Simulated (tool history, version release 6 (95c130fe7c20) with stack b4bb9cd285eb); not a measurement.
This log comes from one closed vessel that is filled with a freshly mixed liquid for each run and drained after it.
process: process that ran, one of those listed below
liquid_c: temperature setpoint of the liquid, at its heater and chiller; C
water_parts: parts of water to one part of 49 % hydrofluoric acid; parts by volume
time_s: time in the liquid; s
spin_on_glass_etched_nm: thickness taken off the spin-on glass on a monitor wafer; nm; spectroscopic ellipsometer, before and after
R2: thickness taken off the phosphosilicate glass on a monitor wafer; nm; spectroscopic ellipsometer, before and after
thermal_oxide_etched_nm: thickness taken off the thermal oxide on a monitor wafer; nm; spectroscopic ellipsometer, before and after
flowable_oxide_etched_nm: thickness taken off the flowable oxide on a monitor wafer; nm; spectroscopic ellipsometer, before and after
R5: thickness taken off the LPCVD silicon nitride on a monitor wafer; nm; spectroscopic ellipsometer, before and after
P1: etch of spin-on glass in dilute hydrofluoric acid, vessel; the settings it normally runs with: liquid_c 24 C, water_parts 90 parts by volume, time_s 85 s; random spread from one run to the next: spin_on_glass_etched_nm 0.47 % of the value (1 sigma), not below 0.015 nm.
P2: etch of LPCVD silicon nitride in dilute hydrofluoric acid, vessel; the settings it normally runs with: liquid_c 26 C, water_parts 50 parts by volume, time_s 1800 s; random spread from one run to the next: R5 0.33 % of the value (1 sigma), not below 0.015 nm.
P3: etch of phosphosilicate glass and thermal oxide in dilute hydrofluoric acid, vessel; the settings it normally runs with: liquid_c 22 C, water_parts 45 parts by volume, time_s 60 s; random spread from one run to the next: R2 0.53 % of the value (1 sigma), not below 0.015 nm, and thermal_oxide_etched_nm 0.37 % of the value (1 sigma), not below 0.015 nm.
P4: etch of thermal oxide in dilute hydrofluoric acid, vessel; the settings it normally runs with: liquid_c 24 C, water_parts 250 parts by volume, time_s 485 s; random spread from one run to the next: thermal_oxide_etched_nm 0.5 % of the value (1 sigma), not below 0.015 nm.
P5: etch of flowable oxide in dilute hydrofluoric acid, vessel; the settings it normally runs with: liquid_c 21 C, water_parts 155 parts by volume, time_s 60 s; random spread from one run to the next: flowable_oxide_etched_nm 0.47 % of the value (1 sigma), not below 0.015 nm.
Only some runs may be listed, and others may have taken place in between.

run 1 day=0.521 | process=P1 liquid_c=24 water_parts=90 time_s=85 | spin_on_glass_etched_nm=42.03
run 2 day=1.25 | process=P3 liquid_c=22 water_parts=45 time_s=60 | R2=244.49 thermal_oxide_etched_nm=6.4239
run 3 day=1.842 | process=P4 liquid_c=24 water_parts=250 time_s=485 | thermal_oxide_etched_nm=8.1859
run 4 day=2.208 | process=P4 liquid_c=24 water_parts=70 time_s=485 | thermal_oxide_etched_nm=35.861
run 5 day=2.55 | process=P5 liquid_c=26.5 water_parts=155 time_s=60 | flowable_oxide_etched_nm=17.68
run 6 day=3.271 | process=P1 liquid_c=24 water_parts=90 time_s=150 | spin_on_glass_etched_nm=74.158
run 7 day=3.725 | process=P3 liquid_c=22 water_parts=75 time_s=60 | R2=140.03 thermal_oxide_etched_nm=3.656
run 8 day=4.296 | process=P1 liquid_c=31.5 water_parts=90 time_s=85 | spin_on_glass_etched_nm=56.252
run 9 day=4.792 | process=P1 liquid_c=24 water_parts=55 time_s=85 | spin_on_glass_etched_nm=70.92
run 10 day=5.538 | process=P5 liquid_c=21 water_parts=155 time_s=60 | flowable_oxide_etched_nm=14.386
run 11 day=6.208 | process=P2 liquid_c=26 water_parts=50 time_s=1800 | R5=23.35
run 12 day=6.767 | process=P2 liquid_c=26 water_parts=50 time_s=3090 | R5=40.177
run 13 day=7.354 | process=P1 liquid_c=24 water_parts=145 time_s=85 | spin_on_glass_etched_nm=24.347
run 14 day=7.95 | process=P5 liquid_c=21 water_parts=155 time_s=110 | flowable_oxide_etched_nm=26.399
run 15 day=8.575 | process=P3 liquid_c=22 water_parts=45 time_s=110 | R2=445.61 thermal_oxide_etched_nm=11.622
run 16 day=9.292 | process=P3 liquid_c=22 water_parts=45 time_s=60 | R2=244.16 thermal_oxide_etched_nm=6.4225
run 17 day=9.883 | process=P1 liquid_c=31 water_parts=90 time_s=130 | spin_on_glass_etched_nm=83.749
run 18 day=10.542 | process=P1 liquid_c=24 water_parts=90 time_s=85 | spin_on_glass_etched_nm=41.769
run 19 day=10.971 | process=P3 liquid_c=28.5 water_parts=45 time_s=60 | R2=318.06 thermal_oxide_etched_nm=8.2978
run 20 day=11.742 | process=P1 liquid_c=24 water_parts=90 time_s=40 | spin_on_glass_etched_nm=19.737
run 21 day=12.521 | process=P2 liquid_c=26 water_parts=20 time_s=1800 | R5=57.067
run 22 day=12.938 | process=P5 liquid_c=21 water_parts=45 time_s=60 | flowable_oxide_etched_nm=56.302
run 23 day=13.383 | process=P4 liquid_c=24 water_parts=250 time_s=485 | thermal_oxide_etched_nm=8.2998
run 24 day=14.012 | process=P5 liquid_c=21 water_parts=155 time_s=60 | flowable_oxide_etched_nm=14.44
run 25 day=14.762 | process=P1 liquid_c=18.5 water_parts=90 time_s=85 | spin_on_glass_etched_nm=33.564
run 26 day=15.392 | process=P2 liquid_c=34 water_parts=50 time_s=1800 | R5=39.364
run 27 day=16.112 | process=P1 liquid_c=24 water_parts=90 time_s=85 | spin_on_glass_etched_nm=42.089
-- day=16.429 thermometer replaced
run 28 day=16.75 | process=P4 liquid_c=24 water_parts=250 time_s=830 | thermal_oxide_etched_nm=14.121
run 29 day=17.096 | process=P1 liquid_c=24 water_parts=90 time_s=85 | spin_on_glass_etched_nm=41.729
run 30 day=17.817 | process=P4 liquid_c=17 water_parts=250 time_s=485 | thermal_oxide_etched_nm=6.3695
run 31 day=18.388 | process=P1 liquid_c=24 water_parts=90 time_s=85 | spin_on_glass_etched_nm=41.755
run 32 day=18.892 | process=P1 liquid_c=24 water_parts=90 time_s=85 | spin_on_glass_etched_nm=41.191
run 33 day=19.517 | process=P1 liquid_c=24 water_parts=90 time_s=85 | spin_on_glass_etched_nm=40.464
run 34 day=20.117 | process=P1 liquid_c=24 water_parts=90 time_s=85 | spin_on_glass_etched_nm=40.143
run 35 day=20.838 | process=P1 liquid_c=24 water_parts=90 time_s=85 | spin_on_glass_etched_nm=39.248
run 36 day=21.417 | process=P1 liquid_c=24 water_parts=90 time_s=85 | spin_on_glass_etched_nm=39.332
run 37 day=22.029 | process=P1 liquid_c=24 water_parts=90 time_s=85 | spin_on_glass_etched_nm=39.185
run 38 day=22.771 | process=P1 liquid_c=24 water_parts=90 time_s=85 | spin_on_glass_etched_nm=38.891

Expected results for the next run?
run 39 day=23.342 | process=P1 liquid_c=24 water_parts=90 time_s=85 | spin_on_glass_etched_nm=?

Logged for run 39: spin_on_glass_etched_nm 38.766 nm.

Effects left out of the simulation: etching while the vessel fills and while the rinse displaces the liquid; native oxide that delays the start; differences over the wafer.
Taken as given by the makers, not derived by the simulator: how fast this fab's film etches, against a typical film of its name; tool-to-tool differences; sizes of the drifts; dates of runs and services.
